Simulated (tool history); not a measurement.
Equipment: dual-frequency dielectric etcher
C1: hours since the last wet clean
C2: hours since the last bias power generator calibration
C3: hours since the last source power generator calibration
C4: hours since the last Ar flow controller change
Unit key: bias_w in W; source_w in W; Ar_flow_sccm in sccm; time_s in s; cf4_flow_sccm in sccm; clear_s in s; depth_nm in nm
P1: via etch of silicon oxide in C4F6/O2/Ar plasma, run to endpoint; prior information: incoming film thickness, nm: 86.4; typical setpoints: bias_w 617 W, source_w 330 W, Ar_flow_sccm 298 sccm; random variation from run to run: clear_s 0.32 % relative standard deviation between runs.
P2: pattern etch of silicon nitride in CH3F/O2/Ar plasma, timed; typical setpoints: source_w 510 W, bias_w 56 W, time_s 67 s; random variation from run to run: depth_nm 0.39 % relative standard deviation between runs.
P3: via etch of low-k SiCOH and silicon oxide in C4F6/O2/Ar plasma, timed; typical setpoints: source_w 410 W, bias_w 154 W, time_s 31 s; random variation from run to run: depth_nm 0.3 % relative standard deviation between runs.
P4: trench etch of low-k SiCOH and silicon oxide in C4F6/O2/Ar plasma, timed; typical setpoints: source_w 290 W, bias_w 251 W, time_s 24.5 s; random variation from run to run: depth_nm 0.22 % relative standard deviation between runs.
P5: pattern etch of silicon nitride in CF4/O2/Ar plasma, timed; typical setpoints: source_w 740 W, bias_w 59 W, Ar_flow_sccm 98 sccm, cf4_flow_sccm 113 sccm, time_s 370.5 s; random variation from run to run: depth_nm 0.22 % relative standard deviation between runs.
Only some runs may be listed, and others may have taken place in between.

run 1 hour=7.6 | process=P1 bias_w=617 source_w=330 Ar_flow_sccm=298 | C1=155.7 C2=2994.8 C3=2302.8 C4=973.2 | clear_s=18.056
run 2 hour=14.1 | process=P4 bias_w=251 source_w=370 time_s=24.5 | C1=162.2 C2=3001.3 C3=2309.3 C4=979.7 | depth_nm=82.165
run 3 hour=19.8 | process=P1 bias_w=617 source_w=330 Ar_flow_sccm=298 | C1=167.9 C2=3007 C3=2315 C4=985.4 | clear_s=18.039
run 4 hour=24.6 | process=P1 bias_w=865 source_w=330 Ar_flow_sccm=298 | C1=172.7 C2=3011.8 C3=2319.8 C4=990.2 | clear_s=15.788
run 5 hour=31.2 | process=P2 bias_w=33 source_w=510 time_s=67 | C1=179.3 C2=3018.4 C3=2326.4 C4=996.8 | depth_nm=39.414
run 6 hour=37.3 | process=P1 bias_w=617 source_w=330 Ar_flow_sccm=298 | C1=185.4 C2=3024.5 C3=2332.5 C4=1002.9 | clear_s=18.008
run 7 hour=45.8 | process=P1 bias_w=617 source_w=400 Ar_flow_sccm=298 | C1=193.9 C2=3033 C3=2341 C4=1011.4 | clear_s=16.838
run 8 hour=52.3 | process=P5 bias_w=59 source_w=740 Ar_flow_sccm=134 time_s=370.5 cf4_flow_sccm=113 | C1=200.4 C2=3039.5 C3=2347.5 C4=1017.9 | depth_nm=1047.1
run 9 hour=61 | process=P3 bias_w=154 source_w=410 time_s=31 | C1=209.1 C2=3048.2 C3=2356.2 C4=1026.6 | depth_nm=72.744
run 10 hour=65.1 | process=P1 bias_w=617 source_w=330 Ar_flow_sccm=298 | C1=213.2 C2=3052.3 C3=2360.3 C4=1030.7 | clear_s=18.079
run 11 hour=70.8 | process=P1 bias_w=617 source_w=330 Ar_flow_sccm=298 | C1=218.9 C2=3058 C3=2366 C4=1036.4 | clear_s=17.989
run 12 hour=78.5 | process=P2 bias_w=56 source_w=510 time_s=67 | C1=226.6 C2=3065.7 C3=2373.7 C4=1044.1 | depth_nm=46.092
run 13 hour=86.4 | process=P1 bias_w=617 source_w=330 Ar_flow_sccm=298 | C1=234.5 C2=3073.6 C3=2381.6 C4=1052 | clear_s=18.078
run 14 hour=90.9 | process=P5 bias_w=82 source_w=740 Ar_flow_sccm=98 time_s=370.5 cf4_flow_sccm=113 | C1=239 C2=3078.1 C3=2386.1 C4=1056.5 | depth_nm=1233.7
run 15 hour=96.1 | process=P1 bias_w=617 source_w=330 Ar_flow_sccm=224 | C1=244.2 C2=3083.3 C3=2391.3 C4=1061.7 | clear_s=17.408
run 16 hour=102.3 | process=P1 bias_w=425 source_w=230 Ar_flow_sccm=298 | C1=250.4 C2=3089.5 C3=2397.5 C4=1067.9 | clear_s=23.701
run 17 hour=106.4 | process=P4 bias_w=191 source_w=290 time_s=24.5 | C1=254.5 C2=3093.6 C3=2401.6 C4=1072 | depth_nm=68.466
run 18 hour=113.5 | process=P3 bias_w=154 source_w=410 time_s=31 | C1=261.6 C2=3100.7 C3=2408.7 C4=1079.1 | depth_nm=72.82
run 19 hour=120.4 | process=P1 bias_w=617 source_w=330 Ar_flow_sccm=396 | C1=268.5 C2=3107.6 C3=2415.6 C4=1086 | clear_s=18.612
run 20 hour=128.4 | process=P3 bias_w=212 source_w=410 time_s=31 | C1=276.5 C2=3115.6 C3=2423.6 C4=1094 | depth_nm=79.838
run 21 hour=133.5 | process=P3 bias_w=154 source_w=410 time_s=22.5 | C1=281.6 C2=3120.7 C3=2428.7 C4=1099.1 | depth_nm=52.692
run 22 hour=137.4 | process=P2 bias_w=56 source_w=510 time_s=97.5 | C1=285.5 C2=3124.6 C3=2432.6 C4=1103 | depth_nm=67.461
run 23 hour=142.1 | process=P1 bias_w=617 source_w=430 Ar_flow_sccm=201 | C1=290.2 C2=3129.3 C3=2437.3 C4=1107.7 | clear_s=15.553
run 24 hour=146.5 | process=P3 bias_w=154 source_w=320 time_s=31 | C1=294.6 C2=3133.7 C3=2441.7 C4=1112.1 | depth_nm=65.753
run 25 hour=154 | process=P2 bias_w=56 source_w=310 time_s=67 | C1=302.1 C2=3141.2 C3=2449.2 C4=1119.6 | depth_nm=38.058
run 26 hour=162.5 | process=P5 bias_w=59 source_w=740 Ar_flow_sccm=98 time_s=231 cf4_flow_sccm=113 | C1=310.6 C2=3149.7 C3=2457.7 C4=1128.1 | depth_nm=678.24
run 27 hour=167.5 | process=P1 bias_w=424 source_w=200 Ar_flow_sccm=298 | C1=315.6 C2=3154.7 C3=2462.7 C4=1133.1 | clear_s=25.068
run 28 hour=173.8 | process=P5 bias_w=59 source_w=740 Ar_flow_sccm=98 time_s=370.5 cf4_flow_sccm=153 | C1=321.9 C2=3161 C3=2469 C4=1139.4 | depth_nm=1123.3
run 29 hour=182.2 | process=P1 bias_w=388 source_w=330 Ar_flow_sccm=298 | C1=330.3 C2=3169.4 C3=2477.4 C4=1147.8 | clear_s=21.427
run 30 hour=187.6 | process=P5 bias_w=59 source_w=460 Ar_flow_sccm=98 time_s=370.5 cf4_flow_sccm=113 | C1=335.7 C2=3174.8 C3=2482.8 C4=1153.2 | depth_nm=719.21
run 31 hour=193.4 | process=P5 bias_w=59 source_w=740 Ar_flow_sccm=98 time_s=370.5 cf4_flow_sccm=113 | C1=341.5 C2=3180.6 C3=2488.6 C4=1159 | depth_nm=1087.7
run 32 hour=200.9 | process=P1 bias_w=617 source_w=220 Ar_flow_sccm=298 | C1=349 C2=3188.1 C3=2496.1 C4=1166.5 | clear_s=21.013
run 33 hour=209.1 | process=P4 bias_w=251 source_w=290 time_s=31.5 | C1=357.2 C2=3196.3 C3=2504.3 C4=1174.7 | depth_nm=96.482
run 34 hour=216.3 | process=P5 bias_w=59 source_w=740 Ar_flow_sccm=98 time_s=370.5 cf4_flow_sccm=113 | C1=364.4 C2=3203.5 C3=2511.5 C4=1181.9 | depth_nm=1084.7
run 35 hour=220.8 | process=P4 bias_w=251 source_w=290 time_s=24.5 | C1=368.9 C2=3208 C3=2516 C4=1186.4 | depth_nm=74.811

Run 36, settings as shown, results not yet in. Your forecast:
run 36 hour=229.8 | process=P1 bias_w=617 source_w=330 Ar_flow_sccm=298 | C1=377.9 C2=3217 C3=2525 C4=1195.4 | clear_s=?

{"run 36": {"clear_s": 18.07}}
